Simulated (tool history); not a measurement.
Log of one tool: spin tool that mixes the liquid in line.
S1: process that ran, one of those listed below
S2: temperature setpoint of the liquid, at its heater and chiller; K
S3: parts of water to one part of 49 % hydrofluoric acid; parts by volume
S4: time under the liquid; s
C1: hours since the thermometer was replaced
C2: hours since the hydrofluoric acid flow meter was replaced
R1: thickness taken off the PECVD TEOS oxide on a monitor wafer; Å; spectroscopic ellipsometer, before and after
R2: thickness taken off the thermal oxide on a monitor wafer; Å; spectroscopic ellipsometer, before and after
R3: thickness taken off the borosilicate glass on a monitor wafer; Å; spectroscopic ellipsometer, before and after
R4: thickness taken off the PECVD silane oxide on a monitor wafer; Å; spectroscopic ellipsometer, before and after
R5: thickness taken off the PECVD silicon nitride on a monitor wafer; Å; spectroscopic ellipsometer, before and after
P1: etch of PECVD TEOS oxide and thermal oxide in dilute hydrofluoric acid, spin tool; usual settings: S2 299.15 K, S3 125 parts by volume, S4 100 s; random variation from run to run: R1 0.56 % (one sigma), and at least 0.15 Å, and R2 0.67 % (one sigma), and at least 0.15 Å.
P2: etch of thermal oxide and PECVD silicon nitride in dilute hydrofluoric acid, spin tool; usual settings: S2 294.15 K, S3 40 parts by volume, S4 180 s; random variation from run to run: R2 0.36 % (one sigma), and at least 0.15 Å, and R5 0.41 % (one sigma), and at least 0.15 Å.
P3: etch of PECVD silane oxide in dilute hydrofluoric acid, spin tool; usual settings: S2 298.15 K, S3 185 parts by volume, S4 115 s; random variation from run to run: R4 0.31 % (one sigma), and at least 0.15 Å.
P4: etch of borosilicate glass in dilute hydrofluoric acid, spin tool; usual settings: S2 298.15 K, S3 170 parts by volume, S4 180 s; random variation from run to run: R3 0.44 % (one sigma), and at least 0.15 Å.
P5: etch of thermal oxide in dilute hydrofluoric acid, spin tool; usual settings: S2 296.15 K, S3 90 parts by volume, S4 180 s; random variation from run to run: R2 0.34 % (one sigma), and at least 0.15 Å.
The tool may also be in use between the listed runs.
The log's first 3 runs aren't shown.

{"run": 4, "day": 1.462, "S1": "P1", "S2": 299.15, "S3": 30, "S4": 100, "C1": 562.7, "C2": 975.9, "R1": 1033, "R2": 178.08}
{"run": 5, "day": 1.888, "S1": "P3", "S2": 298.15, "S3": 315, "S4": 115, "C1": 572.9, "C2": 986.1, "R4": 125.02}
{"run": 6, "day": 2.429, "S1": "P4", "S2": 294.15, "S3": 170, "S4": 180, "C1": 585.9, "C2": 999.1, "R3": 310.44}
{"run": 7, "day": 2.838, "S1": "P3", "S2": 298.15, "S3": 185, "S4": 55, "C1": 595.7, "C2": 1008.9, "R4": 117.06}
{"day": 3.038, "done": "thermometer replaced"}
{"run": 8, "day": 3.229, "S1": "P2", "S2": 290.15, "S3": 40, "S4": 180, "C1": 4.7, "C2": 1018.3, "R2": 171.82, "R5": 155.59}
{"run": 9, "day": 3.533, "S1": "P5", "S2": 296.15, "S3": 90, "S4": 180, "C1": 12, "C2": 1025.6, "R2": 95.86}
{"run": 10, "day": 3.912, "S1": "P5", "S2": 296.15, "S3": 90, "S4": 180, "C1": 21.1, "C2": 1034.7, "R2": 95.212}
{"run": 11, "day": 4.242, "S1": "P5", "S2": 302.15, "S3": 90, "S4": 180, "C1": 29, "C2": 1042.6, "R2": 120.52}
{"run": 12, "day": 4.642, "S1": "P3", "S2": 298.15, "S3": 185, "S4": 115, "C1": 38.6, "C2": 1052.2, "R4": 245.52}
{"run": 13, "day": 4.942, "S1": "P1", "S2": 299.15, "S3": 215, "S4": 100, "C1": 45.8, "C2": 1059.4, "R1": 115.64, "R2": 19.657}
{"run": 14, "day": 5.321, "S1": "P4", "S2": 298.15, "S3": 170, "S4": 180, "C1": 54.9, "C2": 1068.5, "R3": 362.26}
{"run": 15, "day": 5.792, "S1": "P1", "S2": 292.65, "S3": 60, "S4": 100, "C1": 66.2, "C2": 1079.8, "R1": 384.54, "R2": 64.658}
{"run": 16, "day": 6.212, "S1": "P1", "S2": 299.15, "S3": 125, "S4": 100, "C1": 76.3, "C2": 1089.9, "R1": 221.02, "R2": 37.636}
{"run": 17, "day": 6.496, "S1": "P1", "S2": 299.15, "S3": 125, "S4": 170, "C1": 83.1, "C2": 1096.7, "R1": 375.67, "R2": 64.169}
{"run": 18, "day": 7.004, "S1": "P2", "S2": 294.15, "S3": 40, "S4": 180, "C1": 95.3, "C2": 1108.9, "R2": 202.53, "R5": 205.09}
{"run": 19, "day": 7.296, "S1": "P3", "S2": 306.15, "S3": 185, "S4": 115, "C1": 102.3, "C2": 1115.9, "R4": 325.74}
{"run": 20, "day": 7.671, "S1": "P2", "S2": 294.15, "S3": 40, "S4": 60, "C1": 111.3, "C2": 1124.9, "R2": 67.147, "R5": 68.574}
{"run": 21, "day": 8.071, "S1": "P1", "S2": 292.65, "S3": 125, "S4": 100, "C1": 120.9, "C2": 1134.5, "R1": 169.57, "R2": 28.974}
{"run": 22, "day": 8.5, "S1": "P5", "S2": 296.15, "S3": 160, "S4": 180, "C1": 131.2, "C2": 1144.8, "R2": 49.575}
{"run": 23, "day": 8.8, "S1": "P1", "S2": 307.15, "S3": 125, "S4": 100, "C1": 138.4, "C2": 1152, "R1": 292.57, "R2": 50.374}
{"run": 24, "day": 9.354, "S1": "P1", "S2": 299.15, "S3": 125, "S4": 100, "C1": 151.7, "C2": 1165.3, "R1": 221.61, "R2": 37.555}

The next listed run, before its measurement:
{"run": 25, "day": 9.683, "S1": "P4", "S2": 298.15, "S3": 90, "S4": 180, "C1": 159.6, "C2": 1173.2, "R3": "?"}

Run 25 gave R3 755.4 Å.

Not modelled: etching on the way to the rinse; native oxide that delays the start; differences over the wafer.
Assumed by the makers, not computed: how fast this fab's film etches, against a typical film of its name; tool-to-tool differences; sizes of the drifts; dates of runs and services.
